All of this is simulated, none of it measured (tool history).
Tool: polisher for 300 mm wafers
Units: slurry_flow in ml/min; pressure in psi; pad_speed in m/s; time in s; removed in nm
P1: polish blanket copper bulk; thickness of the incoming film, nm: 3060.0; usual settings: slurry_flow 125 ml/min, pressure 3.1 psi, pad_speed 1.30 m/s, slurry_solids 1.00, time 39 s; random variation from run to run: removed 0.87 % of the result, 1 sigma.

| run | hour | slurry_flow | pressure | pad_speed | slurry_solids | time | wafers polished on this pad | hours since the slurry nozzle was cleaned | hours since the head pressure was calibrated | hours since the slurry blender was calibrated | removed |
|---|---|---|---|---|---|---|---|---|---|---|---|
| 1 | 7.7 | 125 | 3.1 | 1.30 | 1.00 | 39 | 336 | 178.6 | 597.2 | 338.4 | 516.39 |
| 2 | 17.7 | 125 | 1.4 | 1.30 | 1.00 | 19 | 429 | 188.6 | 607.2 | 348.4 | 111.59 |
| 3 | 24.5 | 125 | 3.1 | 1.30 | 1.00 | 39 | 493 | 195.4 | 614.0 | 355.2 | 512.42 |
| 4 | 35.8 | 125 | 3.1 | 1.30 | 1.30 | 39 | 598 | 206.7 | 625.3 | 366.5 | 535.24 |
| 5 | 47.0 | 125 | 3.1 | 1.30 | 1.00 | 20 | 703 | 217.9 | 636.5 | 377.7 | 261.37 |
| 6 | 52.8 | 125 | 3.1 | 1.30 | 1.00 | 39 | 758 | 223.7 | 642.3 | 383.5 | 512.05 |
| 7 | 61.4 | 125 | 3.1 | 1.30 | 1.00 | 39 | 838 | 232.3 | 650.9 | 392.1 | 503.26 |
| 8 | 70.4 | 125 | 3.1 | 1.30 | 0.60 | 39 | 922 | 241.3 | 659.9 | 401.1 | 454.80 |
| 9 | 82.5 | 185 | 3.1 | 1.30 | 1.00 | 39 | 1035 | 253.4 | 672.0 | 413.2 | 537.29 |
| 10 | 92.6 | 125 | 3.1 | 1.30 | 1.30 | 24 | 1130 | 263.5 | 682.1 | 423.3 | 330.83 |
| 11 | 98.7 | 125 | 3.1 | 1.30 | 0.55 | 21 | 1187 | 269.6 | 688.2 | 429.4 | 240.48 |
|  | 108.9 | slurry blender recalibrated |
| 12 | 109.6 | 125 | 1.9 | 1.30 | 1.00 | 39 | 1289 | 280.5 | 699.1 | 0.8 | 310.98 |
| 13 | 116.3 | 125 | 3.1 | 0.88 | 1.00 | 39 | 1352 | 287.2 | 705.8 | 7.5 | 342.96 |
| 14 | 125.1 | 125 | 4.6 | 1.30 | 1.00 | 39 | 1434 | 296.0 | 714.6 | 16.3 | 769.51 |
| 15 | 131.6 | 125 | 3.1 | 1.30 | 1.00 | 54 | 1495 | 302.5 | 721.1 | 22.8 | 711.48 |
| 16 | 138.1 | 125 | 3.1 | 1.30 | 1.00 | 39 | 1556 | 309.0 | 727.6 | 29.3 | 513.42 |
| 17 | 144.1 | 75 | 3.1 | 1.30 | 1.00 | 39 | 1612 | 315.0 | 733.6 | 35.3 | 448.73 |
| 18 | 155.8 | 125 | 3.1 | 1.30 | 1.00 | 39 | 1721 | 326.7 | 745.3 | 47.0 | 507.99 |
| 19 | 165.5 | 125 | 3.1 | 1.30 | 1.00 | 39 | 1812 | 336.4 | 755.0 | 56.7 | 513.63 |
| 20 | 174.8 | 125 | 3.1 | 1.96 | 1.00 | 39 | 1899 | 345.7 | 764.3 | 66.0 | 773.10 |
| 21 | 185.2 | 125 | 3.1 | 1.30 | 1.00 | 39 | 1996 | 356.1 | 774.7 | 76.4 | 511.51 |
| 22 | 193.6 | 125 | 3.1 | 1.30 | 1.00 | 39 | 2075 | 364.5 | 783.1 | 84.8 | 492.63 |
| 23 | 205.6 | 125 | 3.1 | 1.30 | 1.00 | 39 | 2187 | 376.5 | 795.1 | 96.8 | 487.51 |
| 24 | 211.1 | 125 | 3.1 | 1.30 | 1.00 | 39 | 2238 | 382.0 | 800.6 | 102.3 | 484.26 |
| 25 | 217.6 | 125 | 3.1 | 1.30 | 1.00 | 39 | 2299 | 388.5 | 807.1 | 108.8 | 473.18 |
| 26 | 229.4 | 125 | 3.1 | 1.30 | 1.00 | 39 | 2410 | 400.3 | 818.9 | 120.6 | 465.02 |
| 27 | 239.3 | 125 | 3.1 | 1.30 | 1.00 | 39 | 2502 | 410.2 | 828.8 | 130.5 | 459.25 |
|  | 243.7 | worn pad replaced by a new one |
|  | 245.0 | slurry blender recalibrated |
| 28 | 250.1 | 125 | 3.1 | 1.30 | 1.00 | 39 | 60 | 421.0 | 839.6 | 5.1 | 459.74 |
| 29 | 258.6 | 125 | 3.1 | 1.30 | 1.00 | 39 | 140 | 429.5 | 848.1 | 13.6 | 454.14 |
| 30 | 265.9 | 125 | 3.1 | 1.30 | 1.00 | 39 | 208 | 436.8 | 855.4 | 20.9 | 463.50 |

Run 31 comes next. What will it give?
| 31 | 274.4 | 125 | 3.1 | 1.30 | 1.00 | 39 | 288 | 445.3 | 863.9 | 29.4 | ? |

{"run 31": {"removed": 459.84}}
